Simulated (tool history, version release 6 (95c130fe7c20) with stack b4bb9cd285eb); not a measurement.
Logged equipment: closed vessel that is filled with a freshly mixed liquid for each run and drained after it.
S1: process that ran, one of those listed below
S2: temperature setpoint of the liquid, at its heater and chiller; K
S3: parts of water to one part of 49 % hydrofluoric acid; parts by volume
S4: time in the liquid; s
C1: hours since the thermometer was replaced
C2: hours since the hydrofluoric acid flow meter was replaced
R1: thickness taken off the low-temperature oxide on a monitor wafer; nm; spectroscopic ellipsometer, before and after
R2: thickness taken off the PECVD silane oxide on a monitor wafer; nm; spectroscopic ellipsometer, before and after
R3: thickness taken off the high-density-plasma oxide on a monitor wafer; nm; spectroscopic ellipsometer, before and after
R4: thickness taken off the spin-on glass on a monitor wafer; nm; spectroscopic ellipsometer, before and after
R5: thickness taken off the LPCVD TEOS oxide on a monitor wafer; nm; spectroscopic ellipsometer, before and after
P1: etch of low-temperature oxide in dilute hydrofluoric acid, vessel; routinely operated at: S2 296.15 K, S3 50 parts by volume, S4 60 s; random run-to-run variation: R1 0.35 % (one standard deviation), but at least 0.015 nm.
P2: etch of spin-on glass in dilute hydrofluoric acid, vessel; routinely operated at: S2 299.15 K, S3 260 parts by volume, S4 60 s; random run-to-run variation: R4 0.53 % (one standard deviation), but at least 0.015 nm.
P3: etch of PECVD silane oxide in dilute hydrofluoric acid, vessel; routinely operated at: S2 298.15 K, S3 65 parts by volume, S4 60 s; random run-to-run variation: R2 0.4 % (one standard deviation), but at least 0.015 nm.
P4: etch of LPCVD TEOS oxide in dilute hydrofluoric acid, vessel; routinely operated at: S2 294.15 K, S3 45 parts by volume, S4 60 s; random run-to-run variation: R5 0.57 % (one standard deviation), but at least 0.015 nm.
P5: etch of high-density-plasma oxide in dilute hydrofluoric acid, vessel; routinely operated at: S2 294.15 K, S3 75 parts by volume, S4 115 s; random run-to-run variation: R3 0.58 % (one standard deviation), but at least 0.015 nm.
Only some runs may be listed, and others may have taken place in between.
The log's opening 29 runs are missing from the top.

run 30 hour=149.1 | S1=P1 S2=296.15 S3=75 S4=60 | C1=523.2 C2=2021.4 | R1=15.3700
run 31 hour=155.1 | S1=P3 S2=298.15 S3=65 S4=60 | C1=529.2 C2=2027.4 | R2=32.875
run 32 hour=160.2 | S1=P2 S2=299.15 S3=260 S4=60 | C1=534.3 C2=2032.5 | R4=8.9527
run 33 hour=166.3 | S1=P1 S2=296.15 S3=50 S4=60 | C1=540.4 C2=2038.6 | R1=23.7310
run 34 hour=170.2 | S1=P1 S2=296.15 S3=50 S4=60 | C1=544.3 C2=2042.5 | R1=23.7770
run 35 hour=173.1 | S1=P1 S2=296.15 S3=50 S4=60 | C1=547.2 C2=2045.4 | R1=24.1270
run 36 hour=178.8 | S1=P1 S2=296.15 S3=50 S4=60 | C1=552.9 C2=2051.1 | R1=24.6410
run 37 hour=181.7 | S1=P1 S2=296.15 S3=50 S4=60 | C1=555.8 C2=2054.0 | R1=24.9930
run 38 hour=188.5 | S1=P1 S2=296.15 S3=50 S4=60 | C1=562.6 C2=2060.8 | R1=25.3120
run 39 hour=194.1 | S1=P1 S2=296.15 S3=50 S4=60 | C1=568.2 C2=2066.4 | R1=25.6900
run 40 hour=199.9 | S1=P1 S2=296.15 S3=50 S4=60 | C1=574.0 C2=2072.2 | R1=25.7960

For run 41, what comes out?
run 41 hour=206.6 | S1=P1 S2=296.15 S3=50 S4=60 | C1=580.7 C2=2078.9 | R1=?

{"run 41": {"R1": 25.78}}
